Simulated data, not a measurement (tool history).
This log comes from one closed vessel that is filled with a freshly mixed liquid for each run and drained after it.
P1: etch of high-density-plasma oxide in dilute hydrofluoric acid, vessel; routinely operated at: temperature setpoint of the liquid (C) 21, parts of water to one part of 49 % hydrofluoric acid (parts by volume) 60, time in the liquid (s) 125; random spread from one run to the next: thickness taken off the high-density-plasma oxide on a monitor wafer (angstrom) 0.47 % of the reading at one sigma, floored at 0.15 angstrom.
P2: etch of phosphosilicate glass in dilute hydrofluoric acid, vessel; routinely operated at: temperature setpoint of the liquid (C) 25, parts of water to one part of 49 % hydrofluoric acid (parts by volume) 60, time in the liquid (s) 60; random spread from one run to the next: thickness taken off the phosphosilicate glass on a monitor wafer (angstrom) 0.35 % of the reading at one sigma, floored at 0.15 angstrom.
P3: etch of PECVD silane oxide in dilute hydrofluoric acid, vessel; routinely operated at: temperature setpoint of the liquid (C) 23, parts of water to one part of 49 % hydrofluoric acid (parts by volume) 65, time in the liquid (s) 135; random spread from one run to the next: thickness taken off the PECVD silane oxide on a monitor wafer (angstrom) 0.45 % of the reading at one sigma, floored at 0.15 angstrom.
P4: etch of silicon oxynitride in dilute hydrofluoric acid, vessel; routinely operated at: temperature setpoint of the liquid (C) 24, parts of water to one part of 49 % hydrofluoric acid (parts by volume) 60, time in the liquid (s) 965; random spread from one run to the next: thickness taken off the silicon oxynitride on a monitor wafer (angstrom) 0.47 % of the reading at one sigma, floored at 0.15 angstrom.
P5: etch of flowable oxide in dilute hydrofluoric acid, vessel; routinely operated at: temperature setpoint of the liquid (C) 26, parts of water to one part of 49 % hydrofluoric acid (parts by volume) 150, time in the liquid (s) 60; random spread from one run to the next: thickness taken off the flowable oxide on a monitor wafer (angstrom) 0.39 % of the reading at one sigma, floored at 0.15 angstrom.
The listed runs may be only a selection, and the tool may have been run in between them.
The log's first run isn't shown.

| run | hour | process that ran | temperature setpoint of the liquid (C) | parts of water to one part of 49 % hydrofluoric acid (parts by volume) | time in the liquid (s) | hours since the thermometer was replaced | hours since the hydrofluoric acid flow meter was replaced | thickness taken off the high-density-plasma oxide on a monitor wafer (angstrom) | thickness taken off the PECVD silane oxide on a monitor wafer (angstrom) | thickness taken off the flowable oxide on a monitor wafer (angstrom) | thickness taken off the silicon oxynitride on a monitor wafer (angstrom) | thickness taken off the phosphosilicate glass on a monitor wafer (angstrom) |
|---|---|---|---|---|---|---|---|---|---|---|---|---|
| 2 | 16.2 | P3 | 23 | 30 | 135 | 509.6 | 149.2 |  | 701.45 |  |  |  |
| 3 | 25.9 | P5 | 19 | 150 | 60 | 519.3 | 158.9 |  |  | 129.01 |  |  |
| 4 | 32 | P3 | 29 | 65 | 135 | 525.4 | 165 |  | 395.41 |  |  |  |
| 5 | 39.5 | P1 | 21 | 85 | 125 | 532.9 | 172.5 | 88.605 |  |  |  |  |
| 6 | 45.9 | P1 | 21 | 60 | 125 | 539.3 | 178.9 | 129.09 |  |  |  |  |
| 7 | 54.1 | P4 | 24 | 60 | 965 | 547.5 | 187.1 |  |  |  | 238.85 |  |
| 8 | 62.4 | P5 | 26 | 275 | 60 | 555.8 | 195.4 |  |  | 80.037 |  |  |
| 9 | 67.5 | P2 | 25 | 60 | 100 | 560.9 | 200.5 |  |  |  |  | 1739.1 |
| 10 | 72.9 | P3 | 23 | 65 | 225 | 566.3 | 205.9 |  | 514.71 |  |  |  |
| 11 | 81.6 | P1 | 21 | 60 | 125 | 575 | 214.6 | 129.16 |  |  |  |  |
| 12 | 89.4 | P2 | 25 | 20 | 60 | 582.8 | 222.4 |  |  |  |  | 3293.7 |
| 13 | 97.7 | P5 | 26 | 150 | 60 | 591.1 | 230.7 |  |  | 169.49 |  |  |
| 14 | 104 | P1 | 21 | 30 | 125 | 597.4 | 237 | 268.41 |  |  |  |  |
| 15 | 114.1 | P4 | 24 | 60 | 965 | 607.5 | 247.1 |  |  |  | 236.85 |  |
| 16 | 120 | P1 | 21 | 60 | 30 | 613.4 | 253 | 30.962 |  |  |  |  |
| 17 | 126.7 | P2 | 25 | 60 | 60 | 620.1 | 259.7 |  |  |  |  | 1040.2 |
| 18 | 134.3 | P4 | 24 | 60 | 520 | 627.7 | 267.3 |  |  |  | 127.66 |  |
| 19 | 144 | P1 | 28.5 | 60 | 125 | 637.4 | 277 | 175.65 |  |  |  |  |
| 20 | 152.8 | P1 | 17 | 20 | 125 | 646.2 | 285.8 | 342.05 |  |  |  |  |
| 21 | 159.2 | P4 | 31.5 | 60 | 965 | 652.6 | 292.2 |  |  |  | 337.08 |  |
| 22 | 169.5 | P5 | 26 | 150 | 105 | 662.9 | 302.5 |  |  | 294.22 |  |  |

The next listed run, before its measurement:
| 23 | 178.6 | P2 | 19.5 | 60 | 60 | 672 | 311.6 |  |  |  |  | ? |

thickness taken off the phosphosilicate glass on a monitor wafer (angstrom): 820.89
